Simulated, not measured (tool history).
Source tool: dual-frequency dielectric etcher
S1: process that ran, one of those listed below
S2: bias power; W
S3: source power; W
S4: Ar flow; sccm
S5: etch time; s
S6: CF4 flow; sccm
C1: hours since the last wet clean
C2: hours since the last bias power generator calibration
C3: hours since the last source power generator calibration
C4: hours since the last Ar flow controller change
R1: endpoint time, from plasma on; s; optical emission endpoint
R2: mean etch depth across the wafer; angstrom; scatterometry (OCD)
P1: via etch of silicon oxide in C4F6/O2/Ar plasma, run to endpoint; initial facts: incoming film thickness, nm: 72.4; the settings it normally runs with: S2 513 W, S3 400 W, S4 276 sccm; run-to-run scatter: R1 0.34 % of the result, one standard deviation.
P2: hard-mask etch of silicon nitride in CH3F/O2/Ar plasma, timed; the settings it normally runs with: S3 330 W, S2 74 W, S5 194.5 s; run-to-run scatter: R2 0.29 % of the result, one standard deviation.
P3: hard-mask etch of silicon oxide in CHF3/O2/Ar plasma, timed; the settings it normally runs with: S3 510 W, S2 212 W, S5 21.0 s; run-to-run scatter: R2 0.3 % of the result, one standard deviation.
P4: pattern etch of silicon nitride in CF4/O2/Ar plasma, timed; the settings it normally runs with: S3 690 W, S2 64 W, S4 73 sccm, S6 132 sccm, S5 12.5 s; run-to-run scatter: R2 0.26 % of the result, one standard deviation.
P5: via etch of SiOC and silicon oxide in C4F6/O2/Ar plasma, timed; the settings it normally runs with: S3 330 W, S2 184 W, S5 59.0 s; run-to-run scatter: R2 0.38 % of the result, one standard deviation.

run,hour,S1,S2,S3,S4,S5,S6,C1,C2,C3,C4,R1,R2
1,14.1,P1,513,400,276,,,267.9,3907.1,1049.1,3022.7,15.942,
2,23.4,P5,128,330,,59.0,,277.2,3916.4,1058.4,3032.0,,567.44
3,33.6,P3,212,690,,21.0,,287.4,3926.6,1068.6,3042.2,,456.31
4,43.1,P1,513,400,365,,,296.9,3936.1,1078.1,3051.7,16.539,
5,52.3,P1,513,400,276,,,306.1,3945.3,1087.3,3060.9,15.984,
6,68.0,P1,513,530,276,,,321.8,3961.0,1103.0,3076.6,14.288,
7,77.3,P5,184,330,,59.0,,331.1,3970.3,1112.3,3085.9,,637.53
8,90.6,P1,513,400,276,,,344.4,3983.6,1125.6,3099.2,15.911,
9,107.9,P1,513,260,276,,,361.7,4000.9,1142.9,3116.5,18.658,
10,118.0,P2,74,330,,123.0,,371.8,4011.0,1153.0,3126.6,,810.72
11,131.5,P5,184,330,,59.0,,385.3,4024.5,1166.5,3140.1,,638.51
12,141.2,P4,64,690,73,12.5,132,395.0,4034.2,1176.2,3149.8,,371.10
13,153.6,P5,184,240,,59.0,,407.4,4046.6,1188.6,3162.2,,563.09
14,163.5,P1,513,500,186,,,417.3,4056.5,1198.5,3172.1,14.115,
15,176.6,P4,80,690,73,12.5,132,430.4,4069.6,1211.6,3185.2,,403.76
16,188.1,P4,64,690,53,12.5,132,441.9,4081.1,1223.1,3196.7,,381.66
17,201.2,P2,74,440,,194.5,,455.0,4094.2,1236.2,3209.8,,1437.50
18,216.5,P1,513,400,276,,,470.3,4109.5,1251.5,3225.1,15.936,
19,228.9,P1,668,400,276,,,482.7,4121.9,1263.9,3237.5,14.506,
20,239.2,P3,212,510,,21.0,,493.0,4132.2,1274.2,3247.8,,408.12
21,256.3,P1,513,400,203,,,510.1,4149.3,1291.3,3264.9,15.431,
22,264.9,P5,184,330,,32.5,,518.7,4157.9,1299.9,3273.5,,348.73
23,277.2,P3,153,510,,21.0,,531.0,4170.2,1312.2,3285.8,,363.59
24,294.2,P1,354,400,276,,,548.0,4187.2,1329.2,3302.8,18.354,
25,306.5,P4,64,690,73,8.5,132,560.3,4199.5,1341.5,3315.1,,252.38
26,320.2,P1,690,400,226,,,574.0,4213.2,1355.2,3328.8,13.931,
27,331.7,P2,74,330,,194.5,,585.5,4224.7,1366.7,3340.3,,1280.00
28,344.7,P4,64,410,73,12.5,132,598.5,4237.7,1379.7,3353.3,,236.50
29,355.2,P2,59,330,,194.5,,609.0,4248.2,1390.2,3363.8,,1177.70

What does the tool deliver on the next run?
30,365.1,P1,513,400,276,,,618.9,4258.1,1400.1,3373.7,?,

{"run 30": {"R1": 15.899}}

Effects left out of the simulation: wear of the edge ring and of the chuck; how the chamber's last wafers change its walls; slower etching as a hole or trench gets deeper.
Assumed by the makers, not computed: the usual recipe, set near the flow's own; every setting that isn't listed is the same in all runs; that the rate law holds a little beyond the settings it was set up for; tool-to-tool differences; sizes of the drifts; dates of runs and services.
